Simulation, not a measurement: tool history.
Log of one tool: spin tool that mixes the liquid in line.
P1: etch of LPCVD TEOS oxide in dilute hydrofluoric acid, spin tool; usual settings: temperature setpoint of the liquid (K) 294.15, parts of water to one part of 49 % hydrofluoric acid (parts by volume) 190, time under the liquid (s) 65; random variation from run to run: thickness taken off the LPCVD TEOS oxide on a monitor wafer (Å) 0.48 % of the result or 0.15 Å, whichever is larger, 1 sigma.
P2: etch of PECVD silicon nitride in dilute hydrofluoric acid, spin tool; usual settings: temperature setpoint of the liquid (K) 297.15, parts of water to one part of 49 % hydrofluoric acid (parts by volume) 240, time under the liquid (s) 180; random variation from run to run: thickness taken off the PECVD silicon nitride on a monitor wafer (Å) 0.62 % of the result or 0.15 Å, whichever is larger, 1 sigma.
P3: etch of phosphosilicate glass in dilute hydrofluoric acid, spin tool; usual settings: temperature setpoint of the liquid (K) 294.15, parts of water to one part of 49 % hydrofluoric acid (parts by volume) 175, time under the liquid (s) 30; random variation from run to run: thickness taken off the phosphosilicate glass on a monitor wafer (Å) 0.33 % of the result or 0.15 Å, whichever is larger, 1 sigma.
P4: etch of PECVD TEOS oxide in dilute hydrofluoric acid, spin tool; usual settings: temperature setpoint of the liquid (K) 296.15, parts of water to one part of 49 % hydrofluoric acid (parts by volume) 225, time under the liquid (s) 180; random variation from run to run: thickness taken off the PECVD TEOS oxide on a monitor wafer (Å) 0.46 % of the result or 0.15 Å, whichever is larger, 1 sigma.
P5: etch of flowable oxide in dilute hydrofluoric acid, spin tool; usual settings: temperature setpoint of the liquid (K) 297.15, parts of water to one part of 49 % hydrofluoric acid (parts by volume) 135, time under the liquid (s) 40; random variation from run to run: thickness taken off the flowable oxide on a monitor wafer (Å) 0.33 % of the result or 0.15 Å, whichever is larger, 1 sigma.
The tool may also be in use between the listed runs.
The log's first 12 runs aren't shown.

run,hour,process that ran,temperature setpoint of the liquid (K),parts of water to one part of 49 % hydrofluoric acid (parts by volume),time under the liquid (s),hours since the thermometer was replaced,hours since the hydrofluoric acid flow meter was replaced,thickness taken off the LPCVD TEOS oxide on a monitor wafer (Å),thickness taken off the PECVD TEOS oxide on a monitor wafer (Å),thickness taken off the PECVD silicon nitride on a monitor wafer (Å),thickness taken off the flowable oxide on a monitor wafer (Å),thickness taken off the phosphosilicate glass on a monitor wafer (Å)
13,69.4,P2,290.15,240,180,1293.8,1365.1,,,27.0520,,
14,73.9,P3,294.15,175,60,1298.3,1369.6,,,,,369.42
15,79.7,P5,297.15,135,40,1304.1,1375.4,,,,123.220,
16,87.2,P1,299.15,190,65,1311.6,1382.9,183.930,,,,
17,91.0,P2,297.15,240,180,1315.4,1386.7,,,42.3330,,
18,95.2,P4,296.15,225,315,1319.6,1390.9,,148.440,,,
19,100.8,P1,294.15,190,65,1325.2,1396.5,153.230,,,,
20,105.7,P2,297.15,120,180,1330.1,1401.4,,,85.4540,,
21,112.5,P5,297.15,230,40,1336.9,1408.2,,,,65.375,
# hour 117.7: hydrofluoric acid flow meter replaced
22,120.0,P1,294.15,190,25,1344.4,2.3,58.980,,,,
23,126.8,P1,290.15,190,95,1351.2,9.1,190.940,,,,
24,134.3,P4,296.15,100,180,1358.7,16.6,,219.460,,,
25,139.0,P3,294.15,175,30,1363.4,21.3,,,,,185.33
26,144.0,P1,294.15,190,65,1368.4,26.3,153.700,,,,
27,149.1,P1,290.15,190,65,1373.5,31.4,130.630,,,,
28,155.5,P3,294.15,240,30,1379.9,37.8,,,,,126.42
29,161.1,P2,297.15,240,180,1385.5,43.4,,,43.1850,,
30,165.2,P1,294.15,285,65,1389.6,47.5,93.750,,,,
31,171.6,P1,294.15,190,65,1396.0,53.9,153.700,,,,
32,175.8,P1,294.15,190,65,1400.2,58.1,156.670,,,,
33,180.8,P1,294.15,190,65,1405.2,63.1,159.160,,,,
34,185.4,P1,294.15,190,65,1409.8,67.7,161.640,,,,
35,189.3,P1,294.15,190,65,1413.7,71.6,164.200,,,,
36,193.8,P1,294.15,190,65,1418.2,76.1,164.870,,,,
37,200.7,P1,294.15,190,65,1425.1,83.0,164.430,,,,

Run 38 comes next. What will it give?
38,207.7,P1,294.15,190,65,1432.1,90.0,?,,,,

thickness taken off the LPCVD TEOS oxide on a monitor wafer (Å): 166.840

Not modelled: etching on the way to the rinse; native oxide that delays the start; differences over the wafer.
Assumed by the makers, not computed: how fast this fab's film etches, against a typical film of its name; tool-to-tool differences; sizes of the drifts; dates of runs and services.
